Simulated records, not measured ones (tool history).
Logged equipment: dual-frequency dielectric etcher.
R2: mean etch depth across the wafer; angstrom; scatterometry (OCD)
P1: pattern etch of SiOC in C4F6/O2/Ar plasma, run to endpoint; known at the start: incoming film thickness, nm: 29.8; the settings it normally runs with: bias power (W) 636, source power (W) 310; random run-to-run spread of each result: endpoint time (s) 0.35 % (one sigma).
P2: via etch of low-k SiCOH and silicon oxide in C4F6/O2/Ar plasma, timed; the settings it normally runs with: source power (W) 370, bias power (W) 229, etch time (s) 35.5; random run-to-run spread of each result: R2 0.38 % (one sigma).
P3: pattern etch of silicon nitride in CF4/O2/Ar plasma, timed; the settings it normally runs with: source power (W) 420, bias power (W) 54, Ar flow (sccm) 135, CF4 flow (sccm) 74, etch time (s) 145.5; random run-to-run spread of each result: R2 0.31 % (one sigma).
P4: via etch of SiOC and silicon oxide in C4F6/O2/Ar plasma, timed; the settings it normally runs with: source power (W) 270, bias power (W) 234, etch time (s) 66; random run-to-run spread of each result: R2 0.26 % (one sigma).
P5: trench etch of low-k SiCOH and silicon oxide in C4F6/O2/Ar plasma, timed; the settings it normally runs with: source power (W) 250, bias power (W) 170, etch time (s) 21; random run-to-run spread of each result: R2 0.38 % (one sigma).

Run 1, hour 4.8: process that ran P1, bias power (W) 636, source power (W) 310. Result: endpoint time (s) 10.186.
Run 2, hour 10.7: process that ran P1, bias power (W) 636, source power (W) 310. Result: endpoint time (s) 10.163.
Run 3, hour 20.8: process that ran P1, bias power (W) 485, source power (W) 310. Result: endpoint time (s) 11.255.
Run 4, hour 31: process that ran P2, bias power (W) 180, source power (W) 370, etch time (s) 35.5. Result: R2 802.39 angstrom.
Run 5, hour 37.3: process that ran P1, bias power (W) 636, source power (W) 310. Result: endpoint time (s) 10.18.
Run 6, hour 42.1: process that ran P4, bias power (W) 234, source power (W) 270, etch time (s) 66. Result: R2 709.15 angstrom.
Run 7, hour 49.6: process that ran P1, bias power (W) 897, source power (W) 310. Result: endpoint time (s) 8.8094.
Run 8, hour 59.5: process that ran P1, bias power (W) 636, source power (W) 250. Result: endpoint time (s) 10.894.
Run 9, hour 68.5: process that ran P4, bias power (W) 234, source power (W) 180, etch time (s) 66. Result: R2 605.97 angstrom.
Run 10, hour 76.4: process that ran P5, bias power (W) 170, source power (W) 180, etch time (s) 21. Result: R2 450.81 angstrom.
Run 11, hour 83: process that ran P3, bias power (W) 32, source power (W) 420, etch time (s) 145.5, Ar flow (sccm) 135, CF4 flow (sccm) 74. Result: R2 1855.7 angstrom.
Run 12, hour 92.8: process that ran P3, bias power (W) 54, source power (W) 420, etch time (s) 145.5, Ar flow (sccm) 135, CF4 flow (sccm) 74. Result: R2 2279.1 angstrom.
Run 13, hour 102.9: process that ran P2, bias power (W) 229, source power (W) 250, etch time (s) 35.5. Result: R2 751.7 angstrom.
Run 14, hour 109.4: process that ran P5, bias power (W) 170, source power (W) 250, etch time (s) 21. Result: R2 511.38 angstrom.
Run 15, hour 117.1: process that ran P5, bias power (W) 170, source power (W) 250, etch time (s) 12. Result: R2 293.2 angstrom.
Run 16, hour 125.1: process that ran P3, bias power (W) 54, source power (W) 420, etch time (s) 145.5, Ar flow (sccm) 135, CF4 flow (sccm) 46. Result: R2 2131.1 angstrom.
Run 17, hour 134: process that ran P3, bias power (W) 54, source power (W) 530, etch time (s) 145.5, Ar flow (sccm) 135, CF4 flow (sccm) 74. Result: R2 2785.6 angstrom.
Run 18, hour 142.6: process that ran P1, bias power (W) 636, source power (W) 310. Result: endpoint time (s) 10.185.
Run 19, hour 148.9: process that ran P1, bias power (W) 636, source power (W) 440. Result: endpoint time (s) 8.9928.
Run 20, hour 155.6: process that ran P3, bias power (W) 54, source power (W) 420, etch time (s) 89, Ar flow (sccm) 135, CF4 flow (sccm) 74. Result: R2 1394.9 angstrom.
Run 21, hour 164: process that ran P4, bias power (W) 327, source power (W) 270, etch time (s) 66. Result: R2 794.25 angstrom.
Run 22, hour 173.8: process that ran P5, bias power (W) 124, source power (W) 250, etch time (s) 21. Result: R2 462.02 angstrom.
Run 23, hour 181.3: process that ran P2, bias power (W) 229, source power (W) 370, etch time (s) 35.5. Result: R2 872.28 angstrom.
Run 24, hour 187.2: process that ran P4, bias power (W) 234, source power (W) 270, etch time (s) 81. Result: R2 868.29 angstrom.
Run 25, hour 197.1: process that ran P2, bias power (W) 229, source power (W) 370, etch time (s) 45. Result: R2 1097.5 angstrom.
Run 26, hour 203.1: process that ran P3, bias power (W) 54, source power (W) 420, etch time (s) 145.5, Ar flow (sccm) 81, CF4 flow (sccm) 74. Result: R2 2422.6 angstrom.
Run 27, hour 210.8: process that ran P2, bias power (W) 229, source power (W) 370, etch time (s) 35.5. Result: R2 867.47 angstrom.
Run 28, hour 220.4: process that ran P1, bias power (W) 636, source power (W) 310. Result: endpoint time (s) 10.157.
Run 29, hour 228.7: process that ran P4, bias power (W) 234, source power (W) 270, etch time (s) 66. Result: R2 702.13 angstrom.
Run 30, hour 235.1: process that ran P1, bias power (W) 749, source power (W) 430. Result: endpoint time (s) 8.4892.
Run 31, hour 241.1: process that ran P1, bias power (W) 636, source power (W) 310. Result: endpoint time (s) 10.139.
Run 32, hour 246.9: process that ran P1, bias power (W) 636, source power (W) 310. Result: endpoint time (s) 10.231.
Run 33, hour 252.1: process that ran P1, bias power (W) 636, source power (W) 310. Result: endpoint time (s) 10.264.
Run 34, hour 259.2: process that ran P1, bias power (W) 636, source power (W) 310. Result: endpoint time (s) 10.315.
Run 35, hour 264.7: process that ran P1, bias power (W) 636, source power (W) 310. Result: endpoint time (s) 10.344.
Run 36, hour 271.7: process that ran P1, bias power (W) 636, source power (W) 310. Result: endpoint time (s) 10.387.
At hour 272.4: wet clean of the chamber.
Run 37, hour 279: process that ran P1, bias power (W) 636, source power (W) 310. Result: endpoint time (s) 10.336.
Run 38, hour 287.5: process that ran P1, bias power (W) 636, source power (W) 310. Result: endpoint time (s) 10.283.
Run 39, hour 292.9: process that ran P1, bias power (W) 636, source power (W) 310. Result: endpoint time (s) 10.341.

Something has made what P1 gives creep away from where it was; the 2 causes below, each at its own stated size, fit the log equally well:
A: source power that arrives under what is set, % = 4.72
B: bias power that arrives under what is set, % = 4.41
Onset of the creep was near hour 241.1.
Every other cause this tool's parts could produce, and why it does not fit the log:
chamber walls in a state that lowers the etch rate, %: work on it at hour 272.4, done after the drift set in, did not restore what the process gave before

Which of the 4 check runs listed below separates the causes, so that each cause would produce a clearly different result? Each run uses one wafer, and its results are marked with question marks.
Run check 1, hour 298.3: process that ran P3, bias power (W) 54, source power (W) 420, etch time (s) 101.5, Ar flow (sccm) 135, CF4 flow (sccm) 74. Result: R2 ?.
Run check 2, hour 298.3: process that ran P4, bias power (W) 284, source power (W) 270, etch time (s) 66. Result: R2 ?.
Run check 3, hour 298.3: process that ran P2, bias power (W) 229, source power (W) 280, etch time (s) 42. Result: R2 ?.
Run check 4, hour 298.3: process that ran P5, bias power (W) 134, source power (W) 210, etch time (s) 21. Result: R2 ?.

Expected result of each check under each candidate cause:
  check  result    if A    if B
check 1      R2  1520.6  1555.6
check 2      R2  740.51  741.98
check 3      R2  907.31  910.18
check 4      R2  434.67  436.83
Distance between the nearest two causes, measured in the result of the check that separates them most: check 1 2.28 %; check 2 0.2 %; check 3 0.32 %; check 4 0.49 %
The other checks would show nearly matching results whichever cause is true, so check 1 is the only one that separates the causes.

Then check 1 was run and gave: R2 1552.3 angstrom. Which cause is it?

B is the cause: bias power that arrives under what is set, %.

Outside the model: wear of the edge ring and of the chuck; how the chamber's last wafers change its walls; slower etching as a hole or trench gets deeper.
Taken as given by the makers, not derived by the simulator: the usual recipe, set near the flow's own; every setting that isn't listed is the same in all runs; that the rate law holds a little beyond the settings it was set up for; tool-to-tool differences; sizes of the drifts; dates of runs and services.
